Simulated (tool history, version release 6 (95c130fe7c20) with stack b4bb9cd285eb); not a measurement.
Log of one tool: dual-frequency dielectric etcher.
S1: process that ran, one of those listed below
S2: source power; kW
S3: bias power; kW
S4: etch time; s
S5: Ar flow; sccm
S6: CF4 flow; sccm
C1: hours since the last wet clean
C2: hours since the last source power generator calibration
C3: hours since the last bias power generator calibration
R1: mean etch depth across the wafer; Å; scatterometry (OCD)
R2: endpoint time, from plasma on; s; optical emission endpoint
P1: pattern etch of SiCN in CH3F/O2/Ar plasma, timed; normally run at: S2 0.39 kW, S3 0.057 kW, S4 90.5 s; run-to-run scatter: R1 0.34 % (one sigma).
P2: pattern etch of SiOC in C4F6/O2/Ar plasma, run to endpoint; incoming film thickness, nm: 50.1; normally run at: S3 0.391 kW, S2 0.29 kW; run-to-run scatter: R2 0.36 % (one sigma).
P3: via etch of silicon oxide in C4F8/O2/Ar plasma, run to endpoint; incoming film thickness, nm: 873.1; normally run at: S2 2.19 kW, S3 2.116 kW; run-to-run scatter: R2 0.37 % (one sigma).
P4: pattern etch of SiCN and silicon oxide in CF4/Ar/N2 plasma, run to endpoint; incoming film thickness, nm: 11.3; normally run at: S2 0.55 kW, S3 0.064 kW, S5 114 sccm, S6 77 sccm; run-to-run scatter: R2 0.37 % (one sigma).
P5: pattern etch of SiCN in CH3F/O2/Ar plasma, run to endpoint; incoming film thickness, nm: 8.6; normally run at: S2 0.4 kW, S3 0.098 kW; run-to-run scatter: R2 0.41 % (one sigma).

Run 1, day 0.362: S1 P1, S2 0.39 kW, S3 0.057 kW, S4 90.5 s; C1 105; C2 1125.7; C3 2078.5. Result: R1 313 Å.
Run 2, day 0.921: S1 P1, S2 0.39 kW, S3 0.057 kW, S4 90.5 s; C1 118.4; C2 1139.1; C3 2091.9. Result: R1 312.66 Å.
Run 3, day 1.329: S1 P1, S2 0.39 kW, S3 0.057 kW, S4 90.5 s; C1 128.2; C2 1148.9; C3 2101.7. Result: R1 312.2 Å.
Run 4, day 1.65: S1 P3, S2 2.19 kW, S3 1.661 kW; C1 135.9; C2 1156.6; C3 2109.4. Result: R2 173.8 s.
Run 5, day 2.129: S1 P3, S2 1.75 kW, S3 2.116 kW; C1 147.4; C2 1168.1; C3 2120.9. Result: R2 178.85 s.
Run 6, day 2.429: S1 P2, S2 0.29 kW, S3 0.541 kW; C1 154.6; C2 1175.3; C3 2128.1. Result: R2 18.648 s.
Run 7, day 2.771: S1 P4, S2 0.55 kW, S3 0.064 kW, S5 114 sccm, S6 61 sccm; C1 162.8; C2 1183.5; C3 2136.3. Result: R2 11.803 s.
Run 8, day 3.058: S1 P1, S2 0.39 kW, S3 0.078 kW, S4 90.5 s; C1 169.7; C2 1190.4; C3 2143.2. Result: R1 347.97 Å.
Run 9, day 3.383: S1 P5, S2 0.4 kW, S3 0.123 kW; C1 177.5; C2 1198.2; C3 2151. Result: R2 18.592 s.
Run 10, day 3.671: S1 P5, S2 0.4 kW, S3 0.098 kW; C1 184.4; C2 1205.1; C3 2157.9. Result: R2 20.249 s.
Run 11, day 3.929: S1 P1, S2 0.39 kW, S3 0.057 kW, S4 90.5 s; C1 190.6; C2 1211.3; C3 2164.1. Result: R1 313.09 Å.
Run 12, day 4.429: S1 P4, S2 0.68 kW, S3 0.064 kW, S5 114 sccm, S6 77 sccm; C1 202.6; C2 1223.3; C3 2176.1. Result: R2 9.4194 s.
Run 13, day 4.817: S1 P1, S2 0.25 kW, S3 0.057 kW, S4 90.5 s; C1 211.9; C2 1232.6; C3 2185.4. Result: R1 263.72 Å.
Run 14, day 5.229: S1 P4, S2 0.55 kW, S3 0.064 kW, S5 152 sccm, S6 77 sccm; C1 221.8; C2 1242.5; C3 2195.3. Result: R2 11.847 s.
Run 15, day 5.525: S1 P1, S2 0.39 kW, S3 0.057 kW, S4 90.5 s; C1 228.9; C2 1249.6; C3 2202.4. Result: R1 312.7 Å.
Run 16, day 5.775: S1 P2, S2 0.29 kW, S3 0.391 kW; C1 234.9; C2 1255.6; C3 2208.4. Result: R2 21.048 s.
Run 17, day 6.188: S1 P1, S2 0.39 kW, S3 0.078 kW, S4 63.5 s; C1 244.8; C2 1265.5; C3 2218.3. Result: R1 244.54 Å.
At day 6.496: bias power generator calibrated.
Run 18, day 6.696: S1 P1, S2 0.39 kW, S3 0.042 kW, S4 51.5 s; C1 257; C2 1277.7; C3 4.8. Result: R1 160.75 Å.
Run 19, day 7.229: S1 P4, S2 0.55 kW, S3 0.05 kW, S5 114 sccm, S6 77 sccm; C1 269.8; C2 1290.5; C3 17.6. Result: R2 12.278 s.
Run 20, day 7.717: S1 P1, S2 0.39 kW, S3 0.057 kW, S4 90.5 s; C1 281.5; C2 1302.2; C3 29.3. Result: R1 313.02 Å.
Run 21, day 8.2: S1 P1, S2 0.39 kW, S3 0.038 kW, S4 90.5 s; C1 293.1; C2 1313.8; C3 40.9. Result: R1 274.56 Å.
Run 22, day 8.675: S1 P4, S2 0.55 kW, S3 0.064 kW, S5 114 sccm, S6 77 sccm; C1 304.5; C2 1325.2; C3 52.3. Result: R2 11.304 s.
Run 23, day 9.025: S1 P1, S2 0.39 kW, S3 0.057 kW, S4 90.5 s; C1 312.9; C2 1333.6; C3 60.7. Result: R1 311.5 Å.
Run 24, day 9.417: S1 P1, S2 0.39 kW, S3 0.057 kW, S4 55.5 s; C1 322.3; C2 1343; C3 70.1. Result: R1 192.31 Å.
Run 25, day 9.95: S1 P3, S2 2.19 kW, S3 2.116 kW; C1 335.1; C2 1355.8; C3 82.9. Result: R2 163.55 s.
Run 26, day 10.275: S1 P1, S2 0.39 kW, S3 0.057 kW, S4 132 s; C1 342.9; C2 1363.6; C3 90.7. Result: R1 455.04 Å.
Run 27, day 10.812: S1 P2, S2 0.18 kW, S3 0.391 kW; C1 355.8; C2 1376.5; C3 103.6. Result: R2 24.946 s.
Run 28, day 11.329: S1 P5, S2 0.4 kW, S3 0.098 kW; C1 368.2; C2 1388.9; C3 116. Result: R2 20.229 s.
Run 29, day 11.888: S1 P1, S2 0.46 kW, S3 0.057 kW, S4 90.5 s; C1 381.6; C2 1402.3; C3 129.4. Result: R1 332.4 Å.
Run 30, day 12.4: S1 P5, S2 0.55 kW, S3 0.098 kW; C1 393.9; C2 1414.6; C3 141.7. Result: R2 17.978 s.
Run 31, day 12.821: S1 P1, S2 0.39 kW, S3 0.057 kW, S4 90.5 s; C1 404; C2 1424.7; C3 151.8. Result: R1 312.38 Å.
Run 32, day 13.296: S1 P1, S2 0.39 kW, S3 0.057 kW, S4 90.5 s; C1 415.4; C2 1436.1; C3 163.2. Result: R1 309.83 Å.
Run 33, day 13.808: S1 P1, S2 0.39 kW, S3 0.057 kW, S4 90.5 s; C1 427.7; C2 1448.4; C3 175.5. Result: R1 307.98 Å.
Run 34, day 14.15: S1 P1, S2 0.39 kW, S3 0.057 kW, S4 90.5 s; C1 435.9; C2 1456.6; C3 183.7. Result: R1 309.06 Å.
At day 14.25: wet clean of the chamber.
Run 35, day 14.596: S1 P1, S2 0.39 kW, S3 0.057 kW, S4 90.5 s; C1 8.4; C2 1467.3; C3 194.4. Result: R1 307.24 Å.
Run 36, day 14.867: S1 P1, S2 0.39 kW, S3 0.057 kW, S4 90.5 s; C1 14.9; C2 1473.8; C3 200.9. Result: R1 308.85 Å.
Run 37, day 15.362: S1 P1, S2 0.39 kW, S3 0.057 kW, S4 90.5 s; C1 26.8; C2 1485.7; C3 212.8. Result: R1 307.58 Å.

Forecast run 38:
Run 38, day 15.821: S1 P1, S2 0.39 kW, S3 0.057 kW, S4 90.5 s; C1 37.8; C2 1496.7; C3 223.8. Result: R1 ?.

{"run 38": {"R1": 307}}
